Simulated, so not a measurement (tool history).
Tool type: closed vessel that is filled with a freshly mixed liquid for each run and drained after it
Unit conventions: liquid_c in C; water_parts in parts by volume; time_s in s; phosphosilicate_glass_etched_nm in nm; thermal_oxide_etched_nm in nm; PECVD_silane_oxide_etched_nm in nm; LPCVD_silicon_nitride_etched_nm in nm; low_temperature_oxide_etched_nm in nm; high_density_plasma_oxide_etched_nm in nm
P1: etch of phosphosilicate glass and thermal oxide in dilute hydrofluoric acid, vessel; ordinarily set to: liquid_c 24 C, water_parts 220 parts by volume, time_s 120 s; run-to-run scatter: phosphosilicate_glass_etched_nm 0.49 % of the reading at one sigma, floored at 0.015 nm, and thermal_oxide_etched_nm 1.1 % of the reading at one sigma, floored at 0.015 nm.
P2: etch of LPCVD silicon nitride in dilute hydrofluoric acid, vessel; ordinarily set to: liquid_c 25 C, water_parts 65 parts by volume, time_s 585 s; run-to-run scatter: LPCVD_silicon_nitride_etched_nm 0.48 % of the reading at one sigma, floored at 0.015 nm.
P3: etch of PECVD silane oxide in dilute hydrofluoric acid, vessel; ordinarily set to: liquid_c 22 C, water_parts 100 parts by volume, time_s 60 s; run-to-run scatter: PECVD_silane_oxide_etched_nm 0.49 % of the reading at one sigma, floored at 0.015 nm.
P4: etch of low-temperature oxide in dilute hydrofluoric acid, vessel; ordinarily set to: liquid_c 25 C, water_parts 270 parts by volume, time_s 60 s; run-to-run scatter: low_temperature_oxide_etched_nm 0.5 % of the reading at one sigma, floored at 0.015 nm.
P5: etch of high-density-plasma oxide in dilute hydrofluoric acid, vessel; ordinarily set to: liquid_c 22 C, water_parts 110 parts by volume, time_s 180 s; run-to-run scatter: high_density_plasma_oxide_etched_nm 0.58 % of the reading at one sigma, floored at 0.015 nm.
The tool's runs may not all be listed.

run    day  process  liquid_c  water_parts  time_s  hours since the thermometer was replaced  hours since the hydrofluoric acid flow meter was replaced  phosphosilicate_glass_etched_nm  thermal_oxide_etched_nm  PECVD_silane_oxide_etched_nm  LPCVD_silicon_nitride_etched_nm  low_temperature_oxide_etched_nm  high_density_plasma_oxide_etched_nm
  1  0.279       P1        24          220     120                                     108.5                                                      194.3                           34.815                   2.2464
  2  0.483       P1        28          220     120                                     113.4                                                      199.2                           40.187                   2.5978
  3  0.808       P1        24          340     120                                     121.2                                                        207                           19.877                   1.2834
  4  1.096       P3        22          100      60                                     128.1                                                      213.9                                                                                  27.574
  5  1.388       P1        24          220     120                                     135.1                                                      220.9                           34.499                   2.2764
  6  1.708       P2        25           65     585                                     142.8                                                      228.6                                                                                                                   4.8686
  7  1.929       P1        24          305     190                                     148.1                                                      233.9                           36.314                    2.351
  8  2.267       P1        24          125     120                                     156.2                                                        242                           68.379                   4.3714
  9  2.538       P4        25          125      60                                     162.7                                                      248.5                                                                                                                                                    15.419
 10  2.775       P3        29          100      60                                     168.4                                                      254.2                                                                                  36.122
 11    3.1       P1      19.5          220     215                                     176.2                                                        262                           52.749                   3.3332
 12  3.304       P2        25           65     325                                     181.1                                                      266.9                                                                                                                    2.714
 13  3.479       P5        17          110     180                                     185.3                                                      271.1                                                                                                                                                                                         9.0651
 14  3.733       P1        19          220     120                                     191.4                                                      277.2                           29.139                   1.8887
 15    3.9       P3        22          100     115                                     195.4                                                      281.2                                                                                  52.684
 16  4.179       P5        22          110     360                                     202.1                                                      287.9                                                                                                                                                                                         22.402
 17  4.367       P2      17.5           65     585                                     206.6                                                      292.4                                                                                                                   2.9091
 18  4.558       P4        25          270      60                                     211.2                                                        297                                                                                                                                                     6.024
 19   4.75       P3        22          140      60                                     215.8                                                      301.6                                                                                   18.71
 20  5.017       P1        24          220      30                                     222.2                                                        308                           8.7474                  0.55749
 21   5.25       P2        25          115     585                                     227.8                                                      313.6                                                                                                                   2.7521
 22  5.483       P1        17          350     120                                     233.4                                                      319.2                           15.129                  0.94656
 23  5.817       P1        24          220     120                                     241.4                                                      327.2                           34.573                    2.255
 24  6.083       P1        24          220     120                                     247.8                                                      333.6                           34.783                   2.2884
 25  6.388       P5        22          110     180                                     255.1                                                      340.9                                                                                                                                                                                         11.334
 26  6.692       P5        22          160     180                                     262.4                                                      348.2                                                                                                                                                                                         7.3416
 27  6.983       P4        25          270      60                                     269.4                                                      355.2                                                                                                                                                    6.0995
 28  7.167       P1        24          220     120                                     273.8                                                      359.6                           34.637                   2.2906
 29  7.362       P4        20          270      60                                     278.5                                                      364.3                                                                                                                                                    5.0892
 30  7.638       P1        24          220     235                                     285.1                                                      370.9                           67.827                   4.3522
 31  7.792       P4        25          270      30                                     288.8                                                      374.6                                                                                                                                                    3.0271
 32  7.946       P5        22          110     180                                     292.5                                                      378.3                                                                                                                                                                                         11.194
 33  8.242       P1        24          220     120                                     299.6                                                      385.4                           34.613                   2.2366
 34   8.45       P1        24          220     120                                     304.6                                                      390.4                           33.917                   2.1451
 35  8.621       P1        24          220     120                                     308.7                                                      394.5                           32.798                   2.1285
 36  8.821       P1        24          220     120                                     313.5                                                      399.3                           32.313                   2.0553
 37  9.067       P1        24          220     120                                     319.4                                                      405.2                           32.339                   2.0744
 38  9.221       P1        24          220     120                                     323.1                                                      408.9                           32.211                     2.07
 39  9.467       P1        24          220     120                                       329                                                      414.8                           32.302                   2.0511
 40  9.721       P1        24          220     120                                     335.1                                                      420.9                           31.839                   2.0361

Compared with where it was, what P1 gives has crept away. Each cause listed below fits the log as well as the rest, at the size given for it:
A: liquid colder than its thermometer reads (K) = 2.29
B: hydrofluoric acid flow below the setpoint (%) = 6.59
Onset of the creep was near day 8.242.

Listed below are the offered check runs, one wafer per run, with question marks in place of results. For which of them would the causes give clearly different outcomes?
check 1  9.975       P5        22          150     180                                                                                                                                                                                                                                                                                                   ?
check 2  9.975       P2      18.5           65     585                                                                                                                                                                                                                             ?
check 3  9.975       P4        22          160      60                                                                                                                                                                                                                                                              ?
check 4  9.975       P3        27          100      80                                                                                                                                                                                            ?

Check results expected under each cause:
  check                               result    if A    if B
check 1  high_density_plasma_oxide_etched_nm  7.1889  7.2665
check 2      LPCVD_silicon_nitride_etched_nm  2.6468  2.9105
check 3      low_temperature_oxide_etched_nm  9.3826  9.4724
check 4         PECVD_silane_oxide_etched_nm  40.928  41.415
Per-check spread between the two closest causes, in the result where they differ most: check 1 1.07 %; check 2 9.5 %; check 3 0.95 %; check 4 1.18 %
The other checks would show nearly matching results whichever cause is true, so check 2 is the only one that separates the causes.

Check 2 was then run and gave: LPCVD_silicon_nitride_etched_nm 2.6467 nm. Which cause is it?

A is the cause: liquid colder than its thermometer reads (K).
